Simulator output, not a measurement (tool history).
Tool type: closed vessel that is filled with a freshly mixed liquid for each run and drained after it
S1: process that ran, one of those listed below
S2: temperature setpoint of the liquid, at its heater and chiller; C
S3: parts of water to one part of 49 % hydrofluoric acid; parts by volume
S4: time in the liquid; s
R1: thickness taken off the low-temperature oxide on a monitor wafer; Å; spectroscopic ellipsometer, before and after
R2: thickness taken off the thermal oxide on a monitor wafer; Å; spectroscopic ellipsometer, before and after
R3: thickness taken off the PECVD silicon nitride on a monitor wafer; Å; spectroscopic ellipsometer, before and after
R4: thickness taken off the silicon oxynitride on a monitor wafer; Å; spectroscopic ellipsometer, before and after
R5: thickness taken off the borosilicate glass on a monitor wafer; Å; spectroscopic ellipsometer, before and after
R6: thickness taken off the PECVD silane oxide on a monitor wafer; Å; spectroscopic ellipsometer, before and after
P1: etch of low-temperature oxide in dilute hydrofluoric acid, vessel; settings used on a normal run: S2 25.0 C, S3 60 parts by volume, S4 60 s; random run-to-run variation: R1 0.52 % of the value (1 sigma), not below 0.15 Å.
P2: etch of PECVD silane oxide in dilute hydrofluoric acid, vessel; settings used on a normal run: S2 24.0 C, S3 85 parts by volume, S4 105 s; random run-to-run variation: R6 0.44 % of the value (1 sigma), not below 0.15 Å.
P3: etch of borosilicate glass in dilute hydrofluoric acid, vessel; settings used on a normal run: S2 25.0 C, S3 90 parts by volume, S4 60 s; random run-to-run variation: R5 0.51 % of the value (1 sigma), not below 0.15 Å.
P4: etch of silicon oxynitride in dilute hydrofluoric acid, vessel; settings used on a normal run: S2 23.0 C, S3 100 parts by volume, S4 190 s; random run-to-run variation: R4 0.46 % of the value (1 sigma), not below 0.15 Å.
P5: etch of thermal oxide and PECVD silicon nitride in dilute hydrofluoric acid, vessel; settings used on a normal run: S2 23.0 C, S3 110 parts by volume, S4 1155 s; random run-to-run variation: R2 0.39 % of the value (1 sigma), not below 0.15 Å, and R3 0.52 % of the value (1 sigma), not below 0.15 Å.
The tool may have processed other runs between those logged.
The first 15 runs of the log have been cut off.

run	hour	S1	S2	S3	S4	R1	R2	R3	R4	R5	R6
16	50.4	P1	25.0	60	60	140.410					
17	53.8	P1	25.0	30	60	294.050					
18	56.4	P4	23.0	100	190				57.451		
19	58.3	P3	25.0	90	60					159.650	
20	60.7	P5	23.0	40	1155		1504.10	1275.10			
21	64.4	P3	21.0	90	60					136.310	
22	68.5	P3	25.0	90	90					240.930	
23	71.8	P1	25.0	60	30	70.751					
24	74.1	P2	27.5	85	105						398.82
25	77.3	P2	24.0	85	30						99.47
26	79.5	P5	23.0	110	1155		501.22	469.40			
27	81.5	P2	24.0	85	105						346.64
28	84.0	P5	23.0	110	1155		502.23	473.44			
29	86.3	P1	29.0	60	60	165.380					
30	88.8	P2	24.0	140	105						199.29
31	91.9	P1	25.0	60	60	140.520					
32	94.2	P1	25.0	60	60	138.240					
33	96.4	P1	25.0	60	60	136.000					
34	98.2	P1	25.0	60	60	137.550					
35	100.9	P1	25.0	60	60	135.650					

For run 36, what comes out?
36	105.0	P1	25.0	60	60	?					

Run 36 measured R1 132.990 Å.
